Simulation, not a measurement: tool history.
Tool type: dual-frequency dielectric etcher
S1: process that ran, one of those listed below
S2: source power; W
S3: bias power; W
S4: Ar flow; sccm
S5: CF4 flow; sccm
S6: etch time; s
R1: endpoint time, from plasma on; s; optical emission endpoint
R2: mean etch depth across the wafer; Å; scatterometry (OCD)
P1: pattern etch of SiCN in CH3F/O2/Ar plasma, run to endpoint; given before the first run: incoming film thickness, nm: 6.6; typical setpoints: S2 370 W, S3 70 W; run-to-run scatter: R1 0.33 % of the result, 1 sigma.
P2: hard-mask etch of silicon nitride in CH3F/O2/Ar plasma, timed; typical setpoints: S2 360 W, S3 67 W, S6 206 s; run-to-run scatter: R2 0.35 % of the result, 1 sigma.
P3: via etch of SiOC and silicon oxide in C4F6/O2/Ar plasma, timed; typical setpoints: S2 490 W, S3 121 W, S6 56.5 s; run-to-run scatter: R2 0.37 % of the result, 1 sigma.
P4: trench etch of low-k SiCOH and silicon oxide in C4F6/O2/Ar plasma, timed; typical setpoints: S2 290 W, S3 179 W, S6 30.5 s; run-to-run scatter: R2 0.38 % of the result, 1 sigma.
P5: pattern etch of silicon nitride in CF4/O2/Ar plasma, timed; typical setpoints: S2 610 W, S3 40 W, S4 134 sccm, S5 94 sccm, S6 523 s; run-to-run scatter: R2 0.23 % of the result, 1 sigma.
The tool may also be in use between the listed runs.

run 1 hour=10.4 | S1=P1 S2=370 S3=70 | R1=17.749
run 2 hour=25.4 | S1=P1 S2=370 S3=91 | R1=16.164
run 3 hour=40.8 | S1=P5 S2=610 S3=40 S4=134 S5=94 S6=523 | R2=10089
run 4 hour=52 | S1=P4 S2=290 S3=179 S6=17 | R2=460.11
run 5 hour=66.2 | S1=P3 S2=300 S3=121 S6=56.5 | R2=506.84
run 6 hour=77.1 | S1=P1 S2=300 S3=56 | R1=20.756
run 7 hour=89 | S1=P1 S2=370 S3=44 | R1=20.756
run 8 hour=105 | S1=P2 S2=360 S3=67 S6=155 | R2=1024.8
run 9 hour=114.8 | S1=P5 S2=610 S3=29 S4=134 S5=94 S6=523 | R2=8991.2
-- hour=124.5 wet clean of the chamber
run 10 hour=131.6 | S1=P4 S2=290 S3=179 S6=30.5 | R2=830.08
run 11 hour=140.1 | S1=P5 S2=610 S3=40 S4=91 S5=94 S6=523 | R2=10695
-- hour=148 source power generator calibrated
run 12 hour=157.9 | S1=P4 S2=290 S3=239 S6=30.5 | R2=909.69
run 13 hour=176 | S1=P2 S2=360 S3=67 S6=206 | R2=1357.9
run 14 hour=185.5 | S1=P3 S2=490 S3=121 S6=39 | R2=422.7
run 15 hour=202 | S1=P1 S2=460 S3=45 | R1=18.973
run 16 hour=210.6 | S1=P1 S2=370 S3=70 | R1=17.695
run 17 hour=219.2 | S1=P1 S2=270 S3=70 | R1=19.875
run 18 hour=236.8 | S1=P1 S2=370 S3=70 | R1=17.959
run 19 hour=250.1 | S1=P2 S2=360 S3=67 S6=206 | R2=1358.6
run 20 hour=260 | S1=P3 S2=490 S3=98 S6=56.5 | R2=581.01
run 21 hour=268.4 | S1=P5 S2=740 S3=40 S4=134 S5=94 S6=523 | R2=11967
run 22 hour=281.7 | S1=P5 S2=610 S3=40 S4=134 S5=94 S6=287.5 | R2=5551.6
run 23 hour=295.6 | S1=P3 S2=490 S3=121 S6=56.5 | R2=615.14
run 24 hour=312.9 | S1=P4 S2=230 S3=179 S6=30.5 | R2=757.15
run 25 hour=328.8 | S1=P2 S2=290 S3=67 S6=206 | R2=1251.7
run 26 hour=339.8 | S1=P1 S2=460 S3=70 | R1=16.324
run 27 hour=348.3 | S1=P1 S2=370 S3=70 | R1=17.823
run 28 hour=364.3 | S1=P4 S2=290 S3=179 S6=30.5 | R2=838.59
run 29 hour=383 | S1=P5 S2=610 S3=40 S4=134 S5=112 S6=523 | R2=10371
run 30 hour=399.6 | S1=P2 S2=360 S3=92 S6=206 | R2=1524.5
run 31 hour=412.4 | S1=P1 S2=370 S3=70 | R1=17.881
run 32 hour=420.8 | S1=P1 S2=370 S3=70 | R1=17.639

What does the tool deliver on the next run?
run 33 hour=431.3 | S1=P1 S2=370 S3=70 | R1=?

{"run 33": {"R1": 17.59}}

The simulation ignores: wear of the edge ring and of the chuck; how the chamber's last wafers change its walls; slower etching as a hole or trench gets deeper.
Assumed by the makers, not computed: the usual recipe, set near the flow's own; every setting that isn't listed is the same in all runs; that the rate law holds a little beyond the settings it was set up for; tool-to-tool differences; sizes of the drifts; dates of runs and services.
